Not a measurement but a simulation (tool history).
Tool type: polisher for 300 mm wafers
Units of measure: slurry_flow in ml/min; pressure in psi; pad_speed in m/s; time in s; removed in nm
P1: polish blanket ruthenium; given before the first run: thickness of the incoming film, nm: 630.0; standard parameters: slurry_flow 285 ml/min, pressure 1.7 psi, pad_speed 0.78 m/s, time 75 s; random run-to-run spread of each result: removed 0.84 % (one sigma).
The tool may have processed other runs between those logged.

run	hour	slurry_flow	pressure	pad_speed	time	wafers polished on this pad	hours since the slurry nozzle was cleaned	hours since the head pressure was calibrated	removed
1	5.9	285	1.7	0.78	75	1111	63.8	823.5	51.254
2	11.2	285	1.7	0.78	113	1174	69.1	828.8	76.680
3	16.7	285	1.7	1.16	75	1240	74.6	834.3	76.284
4	22.2	285	0.8	0.78	75	1306	80.1	839.8	23.889
5	31.3	170	1.7	0.52	75	1416	89.2	848.9	32.192
6	41.1	285	1.7	0.78	75	1533	99.0	858.7	51.147
7	50.2	285	1.7	0.78	52	1643	108.1	867.8	34.977
8	55.1	385	1.7	0.78	75	1702	113.0	872.7	52.763
9	61.7	285	1.7	0.52	75	1781	119.6	879.3	33.949
10	66.4	285	2.6	0.78	75	1837	124.3	884.0	79.836
11	71.1	170	1.7	0.78	49	1894	129.0	888.7	31.248
12	79.4	285	1.7	0.78	75	1994	137.3	897.0	51.002

What will run 13 give?
13	88.8	170	1.7	0.78	75	2106	146.7	906.4	?

removed: 47.609 nm
